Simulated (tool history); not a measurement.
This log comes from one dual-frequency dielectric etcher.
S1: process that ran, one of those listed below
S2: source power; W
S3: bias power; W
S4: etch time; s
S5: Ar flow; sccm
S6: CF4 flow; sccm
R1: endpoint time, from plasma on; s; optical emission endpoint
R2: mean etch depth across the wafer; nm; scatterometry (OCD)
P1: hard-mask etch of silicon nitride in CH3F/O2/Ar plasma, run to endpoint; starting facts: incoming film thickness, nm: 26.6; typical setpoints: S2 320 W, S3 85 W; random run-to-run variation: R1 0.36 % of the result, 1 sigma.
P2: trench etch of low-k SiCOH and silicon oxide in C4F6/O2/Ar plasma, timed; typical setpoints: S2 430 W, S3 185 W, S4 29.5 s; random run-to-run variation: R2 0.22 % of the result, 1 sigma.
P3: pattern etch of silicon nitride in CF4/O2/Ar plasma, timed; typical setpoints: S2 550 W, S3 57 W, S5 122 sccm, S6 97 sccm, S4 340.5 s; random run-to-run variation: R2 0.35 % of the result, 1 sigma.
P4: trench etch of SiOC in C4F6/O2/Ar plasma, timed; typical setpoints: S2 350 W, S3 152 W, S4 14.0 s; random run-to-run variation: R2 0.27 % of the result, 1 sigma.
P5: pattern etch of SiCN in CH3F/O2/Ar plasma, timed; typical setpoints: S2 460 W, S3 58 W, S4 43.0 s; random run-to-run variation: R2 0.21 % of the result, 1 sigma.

Run 1, hour 7.4: S1 P1, S2 320 W, S3 85 W. Result: R1 40.199 s.
Run 2, hour 15.1: S1 P2, S2 580 W, S3 185 W, S4 29.5 s. Result: R2 110.800 nm.
Run 3, hour 23.1: S1 P1, S2 320 W, S3 56 W. Result: R1 46.119 s.
Run 4, hour 34.7: S1 P1, S2 320 W, S3 85 W. Result: R1 39.912 s.
Run 5, hour 45.5: S1 P3, S2 550 W, S3 57 W, S4 340.5 s, S5 122 sccm, S6 75 sccm. Result: R2 699.230 nm.
Run 6, hour 56.0: S1 P1, S2 420 W, S3 101 W. Result: R1 33.962 s.
Run 7, hour 68.6: S1 P2, S2 430 W, S3 185 W, S4 29.5 s. Result: R2 98.441 nm.
Run 8, hour 79.4: S1 P3, S2 550 W, S3 57 W, S4 340.5 s, S5 155 sccm, S6 97 sccm. Result: R2 704.660 nm.
Run 9, hour 95.5: S1 P5, S2 460 W, S3 58 W, S4 43.0 s. Result: R2 15.955 nm.
Run 10, hour 109.2: S1 P1, S2 250 W, S3 85 W. Result: R1 44.211 s.
Run 11, hour 120.7: S1 P1, S2 270 W, S3 118 W. Result: R1 37.856 s.
Run 12, hour 133.8: S1 P1, S2 320 W, S3 85 W. Result: R1 40.332 s.
Run 13, hour 144.7: S1 P4, S2 350 W, S3 152 W, S4 10.0 s. Result: R2 18.575 nm.
Run 14, hour 161.2: S1 P1, S2 320 W, S3 85 W. Result: R1 40.189 s.
Run 15, hour 173.0: S1 P4, S2 250 W, S3 152 W, S4 14.0 s. Result: R2 22.804 nm.
Run 16, hour 184.9: S1 P3, S2 550 W, S3 57 W, S4 247.5 s, S5 122 sccm, S6 97 sccm. Result: R2 521.590 nm.
Run 17, hour 195.3: S1 P5, S2 460 W, S3 36 W, S4 43.0 s. Result: R2 13.697 nm.
Run 18, hour 208.9: S1 P2, S2 430 W, S3 185 W, S4 29.5 s. Result: R2 98.704 nm.
Run 19, hour 224.2: S1 P1, S2 390 W, S3 85 W. Result: R1 37.403 s.
Run 20, hour 232.9: S1 P2, S2 430 W, S3 230 W, S4 29.5 s. Result: R2 105.990 nm.
Run 21, hour 248.1: S1 P1, S2 320 W, S3 85 W. Result: R1 39.958 s.
Run 22, hour 259.3: S1 P1, S2 320 W, S3 106 W. Result: R1 37.111 s.
Run 23, hour 273.5: S1 P2, S2 430 W, S3 185 W, S4 42.0 s. Result: R2 140.360 nm.
At hour 286.6: source power generator calibrated.
Run 24, hour 287.7: S1 P4, S2 350 W, S3 152 W, S4 14.0 s. Result: R2 26.151 nm.
Run 25, hour 295.4: S1 P4, S2 350 W, S3 110 W, S4 14.0 s. Result: R2 23.746 nm.
Run 26, hour 307.9: S1 P3, S2 550 W, S3 57 W, S4 340.5 s, S5 122 sccm, S6 97 sccm. Result: R2 716.170 nm.
Run 27, hour 319.5: S1 P5, S2 460 W, S3 58 W, S4 58.5 s. Result: R2 21.672 nm.
Run 28, hour 329.9: S1 P3, S2 550 W, S3 44 W, S4 340.5 s, S5 122 sccm, S6 97 sccm. Result: R2 652.670 nm.
Run 29, hour 344.1: S1 P3, S2 780 W, S3 57 W, S4 340.5 s, S5 122 sccm, S6 97 sccm. Result: R2 980.250 nm.
Run 30, hour 353.6: S1 P5, S2 330 W, S3 58 W, S4 43.0 s. Result: R2 14.084 nm.
Run 31, hour 365.3: S1 P1, S2 260 W, S3 53 W. Result: R1 51.501 s.
Run 32, hour 380.2: S1 P1, S2 320 W, S3 85 W. Result: R1 40.343 s.
Run 33, hour 387.7: S1 P1, S2 320 W, S3 85 W. Result: R1 40.257 s.
Run 34, hour 395.4: S1 P1, S2 320 W, S3 85 W. Result: R1 40.294 s.
Run 35, hour 408.0: S1 P1, S2 320 W, S3 85 W. Result: R1 40.588 s.
Run 36, hour 421.0: S1 P1, S2 320 W, S3 85 W. Result: R1 40.681 s.
Run 37, hour 434.6: S1 P1, S2 320 W, S3 85 W. Result: R1 41.086 s.
Run 38, hour 447.4: S1 P1, S2 320 W, S3 85 W. Result: R1 41.005 s.
At hour 451.2: wet clean of the chamber.
Run 39, hour 460.0: S1 P1, S2 320 W, S3 85 W. Result: R1 40.820 s.
Run 40, hour 476.5: S1 P1, S2 320 W, S3 85 W. Result: R1 41.041 s.
Run 41, hour 483.7: S1 P1, S2 320 W, S3 85 W. Result: R1 40.826 s.

P1 has crept away from where it was. The log is fitted equally well by each of these 2 causes, at the sizes shown:
A: bias power that arrives under what is set, % = 4.9
B: source power that arrives under what is set, % = 4.71
Creep in the process output first set in at about hour 380.2.
All other causes, with the reason each is excluded:
chamber walls in a state that lowers the etch rate, %: maintenance at hour 451.2, after the shift began, did not return the process to its former output

4 check runs are offered, each on 2 wafers whose results are averaged, their results left as question marks. Which one tells the causes apart?
Run check 1, hour 490.9: S1 P5, S2 460 W, S3 58 W, S4 43.0 s. Result: R2 ?.
Run check 2, hour 490.9: S1 P3, S2 550 W, S3 57 W, S4 340.5 s, S5 122 sccm, S6 97 sccm. Result: R2 ?.
Run check 3, hour 490.9: S1 P2, S2 430 W, S3 185 W, S4 29.5 s. Result: R2 ?.
Run check 4, hour 490.9: S1 P4, S2 350 W, S3 152 W, S4 14.0 s. Result: R2 ?.

Outcome of each check run for each possible cause:
  check  result     if A     if B
check 1      R2   15.669   15.640
check 2      R2  709.010  693.500
check 3      R2   97.001   96.711
check 4      R2   25.717   25.627
Distance between the nearest two causes, measured in the result of the check that separates them most: check 1 0.19 %; check 2 2.21 %; check 3 0.3 %; check 4 0.35 %
Check 2 distinguishes between the causes, while the remaining checks would return nearly the same result for all of them.

Then check 2 was run and gave: R2 708.790 nm. Which cause is it?

Of the candidate causes, it is A: bias power that arrives under what is set, %.
